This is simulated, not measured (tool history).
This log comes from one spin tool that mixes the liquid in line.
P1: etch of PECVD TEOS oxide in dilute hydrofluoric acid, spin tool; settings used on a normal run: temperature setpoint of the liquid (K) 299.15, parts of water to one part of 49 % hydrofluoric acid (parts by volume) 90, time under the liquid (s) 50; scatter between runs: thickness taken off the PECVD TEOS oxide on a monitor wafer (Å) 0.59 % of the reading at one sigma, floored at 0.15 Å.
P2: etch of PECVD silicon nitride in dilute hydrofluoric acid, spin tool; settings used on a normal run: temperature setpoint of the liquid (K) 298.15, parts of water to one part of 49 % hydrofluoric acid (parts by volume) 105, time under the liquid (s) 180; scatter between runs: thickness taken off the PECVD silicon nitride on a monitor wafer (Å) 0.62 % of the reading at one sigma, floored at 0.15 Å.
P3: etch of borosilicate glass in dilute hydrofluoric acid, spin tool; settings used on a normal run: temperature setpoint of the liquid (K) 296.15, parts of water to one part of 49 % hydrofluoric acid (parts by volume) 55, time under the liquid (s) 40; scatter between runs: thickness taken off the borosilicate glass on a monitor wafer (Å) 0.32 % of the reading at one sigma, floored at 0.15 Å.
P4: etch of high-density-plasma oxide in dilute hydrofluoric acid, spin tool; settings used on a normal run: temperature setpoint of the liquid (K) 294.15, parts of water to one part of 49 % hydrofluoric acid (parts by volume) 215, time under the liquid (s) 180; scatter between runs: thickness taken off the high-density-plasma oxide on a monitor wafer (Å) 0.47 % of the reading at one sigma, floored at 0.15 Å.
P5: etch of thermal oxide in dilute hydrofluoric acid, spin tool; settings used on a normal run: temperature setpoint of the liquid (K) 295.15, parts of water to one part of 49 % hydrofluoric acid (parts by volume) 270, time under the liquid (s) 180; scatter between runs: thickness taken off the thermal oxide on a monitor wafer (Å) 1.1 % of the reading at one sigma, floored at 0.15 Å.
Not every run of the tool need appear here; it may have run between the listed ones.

| run | hour | process that ran | temperature setpoint of the liquid (K) | parts of water to one part of 49 % hydrofluoric acid (parts by volume) | time under the liquid (s) | thickness taken off the PECVD TEOS oxide on a monitor wafer (Å) | thickness taken off the thermal oxide on a monitor wafer (Å) | thickness taken off the PECVD silicon nitride on a monitor wafer (Å) | thickness taken off the high-density-plasma oxide on a monitor wafer (Å) | thickness taken off the borosilicate glass on a monitor wafer (Å) |
|---|---|---|---|---|---|---|---|---|---|---|
| 1 | 3.7 | P1 | 299.15 | 90 | 50 | 54.105 |  |  |  |  |
| 2 | 10.8 | P1 | 299.15 | 45 | 50 | 115.9 |  |  |  |  |
| 3 | 16.9 | P1 | 299.15 | 90 | 50 | 54.263 |  |  |  |  |
| 4 | 21.5 | P1 | 299.15 | 90 | 50 | 54.976 |  |  |  |  |
| 5 | 26.8 | P5 | 295.15 | 270 | 40 |  | 5.1575 |  |  |  |
| 6 | 30.4 | P1 | 299.15 | 90 | 20 | 21.761 |  |  |  |  |
| 7 | 34.2 | P2 | 306.65 | 105 | 180 |  |  | 86.233 |  |  |
| 8 | 41.6 | P4 | 294.15 | 365 | 180 |  |  |  | 25.587 |  |
| 9 | 49.6 | P1 | 291.65 | 145 | 50 | 23.666 |  |  |  |  |
| 10 | 55.1 | P1 | 299.15 | 90 | 50 | 54.463 |  |  |  |  |
| 11 | 61.6 | P1 | 305.15 | 90 | 50 | 67.89 |  |  |  |  |
| 12 | 65.4 | P5 | 295.15 | 270 | 180 |  | 24.81 |  |  |  |
| 13 | 70.1 | P3 | 296.15 | 55 | 40 |  |  |  |  | 216.53 |
| 14 | 77.6 | P1 | 299.15 | 90 | 50 | 55.135 |  |  |  |  |
| 15 | 83.2 | P5 | 295.15 | 420 | 180 |  | 13.897 |  |  |  |
| 16 | 91.3 | P2 | 298.15 | 105 | 180 |  |  | 49.826 |  |  |
| 17 | 96.8 | P3 | 296.15 | 55 | 40 |  |  |  |  | 218.65 |
| 18 | 104.6 | P1 | 299.15 | 135 | 50 | 34.007 |  |  |  |  |
| 19 | 108.5 | P3 | 292.65 | 55 | 40 |  |  |  |  | 187.41 |
| 20 | 115.3 | P3 | 296.15 | 55 | 60 |  |  |  |  | 327.53 |
| 21 | 119.9 | P4 | 294.15 | 215 | 85 |  |  |  | 23.58 |  |
| 22 | 127.8 | P5 | 295.15 | 270 | 180 |  | 24.541 |  |  |  |
| 23 | 134.7 | P1 | 299.15 | 90 | 50 | 54.251 |  |  |  |  |
| 24 | 140.2 | P4 | 294.15 | 215 | 180 |  |  |  | 50.038 |  |
| 25 | 144.5 | P4 | 299.15 | 215 | 180 |  |  |  | 60.029 |  |
| 26 | 152.8 | P3 | 296.15 | 95 | 40 |  |  |  |  | 119.18 |
| 27 | 160.6 | P1 | 299.15 | 90 | 100 | 109.03 |  |  |  |  |
| 28 | 167.9 | P4 | 294.15 | 215 | 180 |  |  |  | 49.888 |  |
| 29 | 172 | P5 | 290.15 | 270 | 180 |  | 20.417 |  |  |  |
| 30 | 177.7 | P2 | 298.15 | 40 | 180 |  |  | 129.32 |  |  |
| 31 | 183.4 | P1 | 299.15 | 90 | 50 | 54.738 |  |  |  |  |
| 32 | 188.2 | P1 | 295.65 | 90 | 50 | 47.055 |  |  |  |  |
| 33 | 196.7 | P2 | 298.15 | 105 | 275 |  |  | 77.542 |  |  |
| 34 | 201.9 | P1 | 299.15 | 90 | 50 | 54.788 |  |  |  |  |
| 35 | 208.1 | P1 | 299.15 | 90 | 50 | 55.587 |  |  |  |  |
| 36 | 212.4 | P1 | 299.15 | 90 | 50 | 56.691 |  |  |  |  |
| 37 | 219.4 | P1 | 299.15 | 90 | 50 | 56.776 |  |  |  |  |
| 38 | 227.7 | P1 | 299.15 | 90 | 50 | 57.653 |  |  |  |  |
| 39 | 233.4 | P1 | 299.15 | 90 | 50 | 58.434 |  |  |  |  |
| 40 | 239.2 | P1 | 299.15 | 90 | 50 | 58.616 |  |  |  |  |
| 41 | 246.9 | P1 | 299.15 | 90 | 50 | 58.658 |  |  |  |  |
| 42 | 253.2 | P1 | 299.15 | 90 | 50 | 57.595 |  |  |  |  |
| 43 | 259.8 | P1 | 299.15 | 90 | 50 | 58.895 |  |  |  |  |
| 44 | 265.9 | P1 | 299.15 | 90 | 50 | 58.614 |  |  |  |  |

What P1 gives has crept away from where it was. These 2 causes fit the log equally well, each at the size given:
A: hydrofluoric acid flow above the setpoint (%) = 6.69
B: liquid hotter than its thermometer reads (K) = 1.86
The gradual shift began around hour 201.9.

Below are 4 check runs, each on a single wafer, with their results shown as question marks. Which of them would tell the listed causes apart, meaning the causes would give clearly different results under it?
| check 1 | 272 | P3 | 296.15 | 55 | 40 |  |  |  |  | ? |
| check 2 | 272 | P2 | 298.15 | 105 | 180 |  |  | ? |  |  |
| check 3 | 272 | P4 | 294.15 | 215 | 180 |  |  |  | ? |  |
| check 4 | 272 | P5 | 295.15 | 270 | 180 |  | ? |  |  |  |

What every check run would give for each of its results, assuming each possible cause in turn:
| check | result | if A | if B |
|---|---|---|---|
| check 1 | thickness taken off the borosilicate glass on a monitor wafer (Å) | 233.24 | 234.9 |
| check 2 | thickness taken off the PECVD silicon nitride on a monitor wafer (Å) | 54.014 | 57.142 |
| check 3 | thickness taken off the high-density-plasma oxide on a monitor wafer (Å) | 54.024 | 53.567 |
| check 4 | thickness taken off the thermal oxide on a monitor wafer (Å) | 26.653 | 26.271 |
Per check, the gap between the least separated pair of causes, taken in the result that splits them most: check 1 0.71 %; check 2 5.63 %; check 3 0.85 %; check 4 1.45 %
Only in check 2 would the causes give clearly different results; in the remaining checks their results would be nearly the same.

Check 2 was then run and gave: thickness taken off the PECVD silicon nitride on a monitor wafer (Å) 54.38. Which cause is it?

The correct cause is A, namely: hydrofluoric acid flow above the setpoint (%).

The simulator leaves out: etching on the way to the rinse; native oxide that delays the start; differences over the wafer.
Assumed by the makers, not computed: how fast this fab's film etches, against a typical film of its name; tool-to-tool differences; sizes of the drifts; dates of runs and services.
